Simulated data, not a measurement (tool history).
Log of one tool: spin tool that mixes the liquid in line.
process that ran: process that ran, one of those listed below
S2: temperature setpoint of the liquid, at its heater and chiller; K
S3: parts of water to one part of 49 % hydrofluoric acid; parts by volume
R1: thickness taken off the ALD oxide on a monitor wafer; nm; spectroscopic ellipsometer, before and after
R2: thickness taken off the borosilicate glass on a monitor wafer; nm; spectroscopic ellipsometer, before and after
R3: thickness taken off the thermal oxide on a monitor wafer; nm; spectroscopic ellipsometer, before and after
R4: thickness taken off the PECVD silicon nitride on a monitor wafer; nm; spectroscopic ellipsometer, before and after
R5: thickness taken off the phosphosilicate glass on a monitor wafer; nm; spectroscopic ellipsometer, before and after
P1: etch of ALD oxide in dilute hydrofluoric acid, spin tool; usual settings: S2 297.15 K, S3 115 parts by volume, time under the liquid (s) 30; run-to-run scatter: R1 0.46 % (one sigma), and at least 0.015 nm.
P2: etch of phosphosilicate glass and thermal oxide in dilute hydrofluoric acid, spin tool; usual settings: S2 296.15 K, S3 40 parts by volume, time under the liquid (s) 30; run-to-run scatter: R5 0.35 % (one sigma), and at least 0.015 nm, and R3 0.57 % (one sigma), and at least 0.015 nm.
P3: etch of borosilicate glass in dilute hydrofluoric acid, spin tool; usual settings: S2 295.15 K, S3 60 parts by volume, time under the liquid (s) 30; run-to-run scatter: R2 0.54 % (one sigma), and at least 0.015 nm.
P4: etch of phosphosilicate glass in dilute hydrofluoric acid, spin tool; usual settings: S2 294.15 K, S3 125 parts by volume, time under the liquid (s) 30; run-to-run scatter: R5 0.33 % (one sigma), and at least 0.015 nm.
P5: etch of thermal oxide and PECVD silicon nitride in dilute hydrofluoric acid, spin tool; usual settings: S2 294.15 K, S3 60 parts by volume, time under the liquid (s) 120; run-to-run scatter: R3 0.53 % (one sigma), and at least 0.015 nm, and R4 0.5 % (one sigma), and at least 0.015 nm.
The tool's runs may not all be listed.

run 1 hour=8.0 | process_that_ran=P1 S2=297.15 S3=115 time_under_the_liquid_(s)=30 | R1=7.2544
run 2 hour=19.8 | process_that_ran=P1 S2=305.15 S3=115 time_under_the_liquid_(s)=30 | R1=9.8044
run 3 hour=28.6 | process_that_ran=P3 S2=295.15 S3=60 time_under_the_liquid_(s)=50 | R2=18.2170
run 4 hour=45.6 | process_that_ran=P3 S2=295.15 S3=105 time_under_the_liquid_(s)=30 | R2=5.9230
run 5 hour=60.5 | process_that_ran=P1 S2=297.15 S3=115 time_under_the_liquid_(s)=30 | R1=7.2892
run 6 hour=68.9 | process_that_ran=P5 S2=294.15 S3=60 time_under_the_liquid_(s)=120 | R3=8.5661 R4=8.9754
run 7 hour=77.1 | process_that_ran=P2 S2=296.15 S3=40 time_under_the_liquid_(s)=15 | R3=1.8968 R5=64.4210
run 8 hour=89.6 | process_that_ran=P5 S2=294.15 S3=60 time_under_the_liquid_(s)=120 | R3=8.6294 R4=8.9614
run 9 hour=99.9 | process_that_ran=P2 S2=296.15 S3=65 time_under_the_liquid_(s)=30 | R3=2.2174 R5=76.4990
run 10 hour=113.6 | process_that_ran=P3 S2=295.15 S3=60 time_under_the_liquid_(s)=30 | R2=11.0110
run 11 hour=129.0 | process_that_ran=P5 S2=294.15 S3=60 time_under_the_liquid_(s)=45 | R3=3.2509 R4=3.3553
run 12 hour=141.4 | process_that_ran=P1 S2=290.65 S3=115 time_under_the_liquid_(s)=30 | R1=5.5733
run 13 hour=151.2 | process_that_ran=P4 S2=294.15 S3=125 time_under_the_liquid_(s)=55 | R5=22.5940
run 14 hour=167.8 | process_that_ran=P4 S2=294.15 S3=125 time_under_the_liquid_(s)=30 | R5=12.2600
run 15 hour=185.4 | process_that_ran=P3 S2=290.15 S3=60 time_under_the_liquid_(s)=30 | R2=8.9779
run 16 hour=198.4 | process_that_ran=P1 S2=297.15 S3=115 time_under_the_liquid_(s)=60 | R1=14.5280
run 17 hour=208.4 | process_that_ran=P1 S2=297.15 S3=40 time_under_the_liquid_(s)=30 | R1=22.9170
run 18 hour=217.3 | process_that_ran=P1 S2=301.15 S3=115 time_under_the_liquid_(s)=15 | R1=4.2422
run 19 hour=228.8 | process_that_ran=P1 S2=297.15 S3=215 time_under_the_liquid_(s)=30 | R1=3.4522
run 20 hour=246.5 | process_that_ran=P4 S2=294.15 S3=215 time_under_the_liquid_(s)=30 | R5=6.5242
run 21 hour=262.6 | process_that_ran=P1 S2=297.15 S3=115 time_under_the_liquid_(s)=30 | R1=7.3393
run 22 hour=280.5 | process_that_ran=P2 S2=303.65 S3=40 time_under_the_liquid_(s)=30 | R3=5.0508 R5=174.6700
run 23 hour=293.8 | process_that_ran=P3 S2=295.15 S3=60 time_under_the_liquid_(s)=30 | R2=11.0070
run 24 hour=308.2 | process_that_ran=P1 S2=297.15 S3=115 time_under_the_liquid_(s)=30 | R1=7.3565
run 25 hour=321.2 | process_that_ran=P5 S2=290.15 S3=60 time_under_the_liquid_(s)=120 | R3=7.2059 R4=6.7858
run 26 hour=338.0 | process_that_ran=P4 S2=299.65 S3=125 time_under_the_liquid_(s)=30 | R5=15.2680
run 27 hour=348.6 | process_that_ran=P5 S2=294.15 S3=20 time_under_the_liquid_(s)=120 | R3=26.9770 R4=25.8710
run 28 hour=364.9 | process_that_ran=P2 S2=296.15 S3=40 time_under_the_liquid_(s)=30 | R3=3.7175 R5=129.2100
run 29 hour=374.4 | process_that_ran=P1 S2=297.15 S3=115 time_under_the_liquid_(s)=15 | R1=3.6266
run 30 hour=382.6 | process_that_ran=P1 S2=297.15 S3=115 time_under_the_liquid_(s)=30 | R1=7.3133
run 31 hour=396.7 | process_that_ran=P1 S2=297.15 S3=115 time_under_the_liquid_(s)=30 | R1=7.4060
run 32 hour=414.2 | process_that_ran=P1 S2=297.15 S3=115 time_under_the_liquid_(s)=30 | R1=7.5801
run 33 hour=432.3 | process_that_ran=P1 S2=297.15 S3=115 time_under_the_liquid_(s)=30 | R1=7.6212
run 34 hour=440.2 | process_that_ran=P1 S2=297.15 S3=115 time_under_the_liquid_(s)=30 | R1=7.6772
run 35 hour=453.0 | process_that_ran=P1 S2=297.15 S3=115 time_under_the_liquid_(s)=30 | R1=7.6901
run 36 hour=461.9 | process_that_ran=P1 S2=297.15 S3=115 time_under_the_liquid_(s)=30 | R1=7.7232

Run 37 comes next. What will it give?
run 37 hour=474.5 | process_that_ran=P1 S2=297.15 S3=115 time_under_the_liquid_(s)=30 | R1=?

{"run 37": {"R1": 7.6948}}
